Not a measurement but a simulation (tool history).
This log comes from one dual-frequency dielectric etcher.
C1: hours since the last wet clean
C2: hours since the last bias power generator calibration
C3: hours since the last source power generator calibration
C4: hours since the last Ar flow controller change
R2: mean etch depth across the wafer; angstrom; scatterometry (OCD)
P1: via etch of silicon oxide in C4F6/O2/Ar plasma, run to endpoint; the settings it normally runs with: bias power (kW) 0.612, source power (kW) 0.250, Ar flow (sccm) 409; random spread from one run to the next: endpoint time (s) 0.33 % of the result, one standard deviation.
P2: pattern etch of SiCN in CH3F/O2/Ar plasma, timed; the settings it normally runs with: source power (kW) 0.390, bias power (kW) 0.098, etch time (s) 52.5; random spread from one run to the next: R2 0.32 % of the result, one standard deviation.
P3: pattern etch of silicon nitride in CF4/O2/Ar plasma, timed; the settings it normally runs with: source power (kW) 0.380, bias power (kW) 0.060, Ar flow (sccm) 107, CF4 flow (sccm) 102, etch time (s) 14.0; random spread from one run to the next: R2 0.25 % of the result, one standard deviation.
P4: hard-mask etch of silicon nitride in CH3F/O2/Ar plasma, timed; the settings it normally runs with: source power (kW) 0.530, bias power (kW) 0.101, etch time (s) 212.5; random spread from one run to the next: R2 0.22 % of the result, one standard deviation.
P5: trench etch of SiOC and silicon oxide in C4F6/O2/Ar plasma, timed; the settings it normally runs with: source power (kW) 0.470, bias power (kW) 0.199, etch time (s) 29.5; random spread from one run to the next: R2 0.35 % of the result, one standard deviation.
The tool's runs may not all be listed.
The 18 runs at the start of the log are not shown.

{"run": 19, "day": 9.221, "process that ran": "P1", "bias power (kW)": 0.612, "source power (kW)": 0.25, "Ar flow (sccm)": 489, "C1": 514.6, "C2": 1905.2, "C3": 82.1, "C4": 2076.7, "endpoint time (s)": 23.205}
{"run": 20, "day": 9.604, "process that ran": "P1", "bias power (kW)": 0.612, "source power (kW)": 0.19, "Ar flow (sccm)": 409, "C1": 523.8, "C2": 1914.4, "C3": 91.3, "C4": 2085.9, "endpoint time (s)": 25.119}
{"run": 21, "day": 10.267, "process that ran": "P4", "bias power (kW)": 0.076, "source power (kW)": 0.53, "etch time (s)": 212.5, "C1": 539.7, "C2": 1930.3, "C3": 107.2, "C4": 2101.8, "R2": 1632.9}
{"run": 22, "day": 10.825, "process that ran": "P4", "bias power (kW)": 0.101, "source power (kW)": 0.68, "etch time (s)": 212.5, "C1": 553.1, "C2": 1943.7, "C3": 120.6, "C4": 2115.2, "R2": 1978.5}
{"run": 23, "day": 11.267, "process that ran": "P3", "bias power (kW)": 0.06, "source power (kW)": 0.38, "Ar flow (sccm)": 107, "etch time (s)": 14.0, "CF4 flow (sccm)": 83, "C1": 563.7, "C2": 1954.3, "C3": 131.2, "C4": 2125.8, "R2": 223.33}
{"run": 24, "day": 11.658, "process that ran": "P1", "bias power (kW)": 0.496, "source power (kW)": 0.25, "Ar flow (sccm)": 409, "C1": 573.1, "C2": 1963.7, "C3": 140.6, "C4": 2135.2, "endpoint time (s)": 24.844}
{"run": 25, "day": 12.058, "process that ran": "P4", "bias power (kW)": 0.101, "source power (kW)": 0.53, "etch time (s)": 212.5, "C1": 582.7, "C2": 1973.3, "C3": 150.2, "C4": 2144.8, "R2": 1798.0}
{"run": 26, "day": 12.492, "process that ran": "P3", "bias power (kW)": 0.074, "source power (kW)": 0.38, "Ar flow (sccm)": 107, "etch time (s)": 14.0, "CF4 flow (sccm)": 102, "C1": 593.1, "C2": 1983.7, "C3": 160.6, "C4": 2155.2, "R2": 248.48}
{"run": 27, "day": 13.096, "process that ran": "P3", "bias power (kW)": 0.06, "source power (kW)": 0.5, "Ar flow (sccm)": 107, "etch time (s)": 14.0, "CF4 flow (sccm)": 102, "C1": 607.6, "C2": 1998.2, "C3": 175.1, "C4": 2169.7, "R2": 288.48}
{"run": 28, "day": 13.508, "process that ran": "P1", "bias power (kW)": 0.612, "source power (kW)": 0.25, "Ar flow (sccm)": 326, "C1": 617.5, "C2": 2008.1, "C3": 185.0, "C4": 2179.6, "endpoint time (s)": 22.399}
{"run": 29, "day": 14.162, "process that ran": "P5", "bias power (kW)": 0.238, "source power (kW)": 0.47, "etch time (s)": 29.5, "C1": 633.2, "C2": 2023.8, "C3": 200.7, "C4": 2195.3, "R2": 679.09}

What does the tool deliver on the next run?
{"run": 30, "day": 14.55, "process that ran": "P1", "bias power (kW)": 0.612, "source power (kW)": 0.25, "Ar flow (sccm)": 409, "C1": 642.5, "C2": 2033.1, "C3": 210.0, "C4": 2204.6, "endpoint time (s)": "?"}

Run 30 came out at endpoint time (s) 22.971.

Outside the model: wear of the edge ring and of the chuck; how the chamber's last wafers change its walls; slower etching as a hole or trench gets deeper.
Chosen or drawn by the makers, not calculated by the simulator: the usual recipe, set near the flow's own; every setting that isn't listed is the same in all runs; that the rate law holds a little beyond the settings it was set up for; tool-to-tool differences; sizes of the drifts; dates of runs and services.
